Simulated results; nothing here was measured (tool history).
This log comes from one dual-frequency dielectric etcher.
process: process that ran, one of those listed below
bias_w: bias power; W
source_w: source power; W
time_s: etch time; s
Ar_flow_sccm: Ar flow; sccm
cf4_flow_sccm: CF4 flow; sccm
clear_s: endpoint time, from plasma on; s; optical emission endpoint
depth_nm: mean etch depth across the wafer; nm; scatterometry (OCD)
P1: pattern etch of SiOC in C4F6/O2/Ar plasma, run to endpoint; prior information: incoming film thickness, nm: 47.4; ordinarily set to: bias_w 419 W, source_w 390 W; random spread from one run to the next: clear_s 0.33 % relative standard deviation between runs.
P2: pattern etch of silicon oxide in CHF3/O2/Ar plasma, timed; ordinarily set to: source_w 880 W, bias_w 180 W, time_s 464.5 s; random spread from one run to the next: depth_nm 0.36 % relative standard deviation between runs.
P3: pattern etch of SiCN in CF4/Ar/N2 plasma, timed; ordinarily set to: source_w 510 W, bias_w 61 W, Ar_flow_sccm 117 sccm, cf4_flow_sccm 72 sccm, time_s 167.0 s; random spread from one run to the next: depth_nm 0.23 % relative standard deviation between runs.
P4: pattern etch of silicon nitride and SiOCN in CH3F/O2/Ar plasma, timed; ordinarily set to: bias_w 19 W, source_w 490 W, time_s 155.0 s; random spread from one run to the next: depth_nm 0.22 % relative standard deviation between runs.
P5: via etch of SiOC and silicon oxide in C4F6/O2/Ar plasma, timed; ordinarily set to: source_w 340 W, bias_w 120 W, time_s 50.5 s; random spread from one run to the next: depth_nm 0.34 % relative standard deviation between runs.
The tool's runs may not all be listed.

run,hour,process,bias_w,source_w,time_s,Ar_flow_sccm,cf4_flow_sccm,clear_s,depth_nm
1,5.4,P1,419,390,,,,17.564,
2,13.6,P4,19,490,155.0,,,,21.555
3,22.1,P1,419,390,,,,17.462,
4,32.1,P4,14,490,155.0,,,,19.066
5,39.8,P1,558,390,,,,15.729,
6,46.2,P1,329,390,,,,18.995,
7,51.6,P3,61,510,167.0,117,51,,142.190
8,60.4,P5,120,340,50.5,,,,45.607
9,68.4,P2,180,880,464.5,,,,1013.500
10,78.2,P5,120,340,33.0,,,,29.757
11,88.6,P4,19,490,111.0,,,,15.373
12,97.0,P3,61,510,167.0,161,72,,143.070
13,107.4,P4,19,650,155.0,,,,23.845
14,115.9,P3,61,390,167.0,117,72,,119.130
15,126.2,P1,419,480,,,,16.134,
16,133.2,P4,19,490,155.0,,,,21.590
17,140.7,P2,180,880,255.5,,,,557.980
18,149.5,P2,246,880,464.5,,,,1131.600
19,156.8,P5,120,340,50.5,,,,45.544
20,165.3,P1,419,390,,,,17.536,
21,172.9,P2,180,880,464.5,,,,1019.800
22,182.3,P1,341,260,,,,21.930,
# hour 184.4: wet clean of the chamber
23,191.2,P3,61,510,167.0,117,72,,151.040
# hour 192.3: bias power generator calibrated
24,197.0,P2,180,1230,464.5,,,,1156.400
25,203.2,P3,49,510,167.0,117,72,,140.510
26,213.2,P5,120,470,50.5,,,,51.545
27,218.9,P1,419,310,,,,18.989,
28,226.0,P3,61,510,211.5,117,72,,191.270
29,233.3,P5,168,340,50.5,,,,50.422
30,241.6,P1,419,390,,,,17.505,
31,251.6,P1,419,390,,,,17.510,
32,262.1,P1,419,390,,,,17.234,
33,269.6,P1,419,390,,,,17.125,
34,276.1,P1,419,390,,,,17.311,
# hour 284.3: wet clean of the chamber
35,284.3,P1,419,390,,,,17.228,
36,290.6,P1,419,390,,,,17.143,
37,295.3,P1,419,390,,,,17.188,
38,301.3,P1,419,390,,,,17.229,

What P1 gives has crept off from where it sat before. The 2 causes that follow fit the log equally well, each at the size noted:
A: bias power that arrives over what is set, % = 4.59
B: source power that arrives over what is set, % = 4.51
Creep in the process output first set in at about hour 251.6.
Why every other cause is out:
chamber walls in a state that raises the etch rate, %: work on it at hour 284.3, done after the drift set in, did not restore what the process gave before

The check runs listed below each take one wafer, and their results are still question marks. Under which run would the listed causes lead to clearly different results?
check 1,307.3,P5,168,340,34.0,,,,?
check 2,307.3,P4,19,620,118.0,,,,?
check 3,307.3,P3,61,510,167.0,140,57,,?
check 4,307.3,P2,180,1180,272.5,,,,?

If the cause were each of the candidates in turn, the checks would give the following:
check,result,if A,if B
check 1,depth_nm,34.491,34.582
check 2,depth_nm,18.171,18.118
check 3,depth_nm,142.910,146.110
check 4,depth_nm,678.190,680.030
Gap, in per cent, between the two causes that each check separates least, read from the result that separates them most: check 1 0.26 %; check 2 0.3 %; check 3 2.21 %; check 4 0.27 %
Check 3 tells the causes apart: in the others they would give nearly the same result.

Check 3 has now been run. It gave: depth_nm 143.310 nm. Which of the candidate causes is it?

It is A: bias power that arrives over what is set, %.
